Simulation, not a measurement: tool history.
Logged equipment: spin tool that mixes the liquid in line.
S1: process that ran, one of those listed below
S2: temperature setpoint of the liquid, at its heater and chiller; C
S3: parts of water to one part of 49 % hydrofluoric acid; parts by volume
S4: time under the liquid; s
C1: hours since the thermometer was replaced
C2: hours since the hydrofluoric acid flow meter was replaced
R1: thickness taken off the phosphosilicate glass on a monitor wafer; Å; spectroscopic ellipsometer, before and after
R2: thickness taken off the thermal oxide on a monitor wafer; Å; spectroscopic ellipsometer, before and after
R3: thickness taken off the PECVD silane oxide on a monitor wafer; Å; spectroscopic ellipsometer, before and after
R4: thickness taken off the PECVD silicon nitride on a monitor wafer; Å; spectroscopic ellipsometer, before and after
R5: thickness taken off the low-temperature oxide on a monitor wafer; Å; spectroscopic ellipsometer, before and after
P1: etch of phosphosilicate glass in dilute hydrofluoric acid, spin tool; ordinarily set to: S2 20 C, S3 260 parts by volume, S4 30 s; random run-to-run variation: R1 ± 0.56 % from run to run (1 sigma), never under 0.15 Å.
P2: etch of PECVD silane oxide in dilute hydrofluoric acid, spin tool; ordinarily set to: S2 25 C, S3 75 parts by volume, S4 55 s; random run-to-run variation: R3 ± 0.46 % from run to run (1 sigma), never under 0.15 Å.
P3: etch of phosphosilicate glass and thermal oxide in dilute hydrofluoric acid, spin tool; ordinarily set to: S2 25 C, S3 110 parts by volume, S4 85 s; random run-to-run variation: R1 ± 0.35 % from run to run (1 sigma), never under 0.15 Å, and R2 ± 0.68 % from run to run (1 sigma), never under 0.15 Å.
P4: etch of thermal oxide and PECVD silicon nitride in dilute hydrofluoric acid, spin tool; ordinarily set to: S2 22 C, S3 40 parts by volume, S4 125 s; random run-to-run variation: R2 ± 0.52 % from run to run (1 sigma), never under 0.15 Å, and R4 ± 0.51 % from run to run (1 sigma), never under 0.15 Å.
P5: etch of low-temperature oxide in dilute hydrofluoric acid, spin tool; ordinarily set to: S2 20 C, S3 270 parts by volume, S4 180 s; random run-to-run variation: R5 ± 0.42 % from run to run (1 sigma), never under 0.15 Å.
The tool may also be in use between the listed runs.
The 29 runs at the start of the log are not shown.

run 30 hour=166.1 | S1=P2 S2=25 S3=75 S4=55 | C1=114.1 C2=137.6 | R3=415.59
run 31 hour=174 | S1=P5 S2=20 S3=270 S4=355 | C1=122 C2=145.5 | R5=188.69
run 32 hour=181.8 | S1=P1 S2=20 S3=260 S4=15 | C1=129.8 C2=153.3 | R1=48.9
run 33 hour=188.5 | S1=P5 S2=27.5 S3=270 S4=180 | C1=136.5 C2=160 | R5=124.75
run 34 hour=196.4 | S1=P1 S2=20 S3=260 S4=30 | C1=144.4 C2=167.9 | R1=98.227
run 35 hour=202.6 | S1=P1 S2=20 S3=260 S4=30 | C1=150.6 C2=174.1 | R1=100.66
run 36 hour=207.4 | S1=P1 S2=20 S3=260 S4=30 | C1=155.4 C2=178.9 | R1=103.71
run 37 hour=211.7 | S1=P1 S2=20 S3=260 S4=30 | C1=159.7 C2=183.2 | R1=103.76
run 38 hour=219.5 | S1=P1 S2=20 S3=260 S4=30 | C1=167.5 C2=191 | R1=105.29
run 39 hour=224.1 | S1=P1 S2=20 S3=260 S4=30 | C1=172.1 C2=195.6 | R1=106.49

What will run 40 give?
run 40 hour=227.9 | S1=P1 S2=20 S3=260 S4=30 | C1=175.9 C2=199.4 | R1=?

Run 40 came out at R1 105.39 Å.

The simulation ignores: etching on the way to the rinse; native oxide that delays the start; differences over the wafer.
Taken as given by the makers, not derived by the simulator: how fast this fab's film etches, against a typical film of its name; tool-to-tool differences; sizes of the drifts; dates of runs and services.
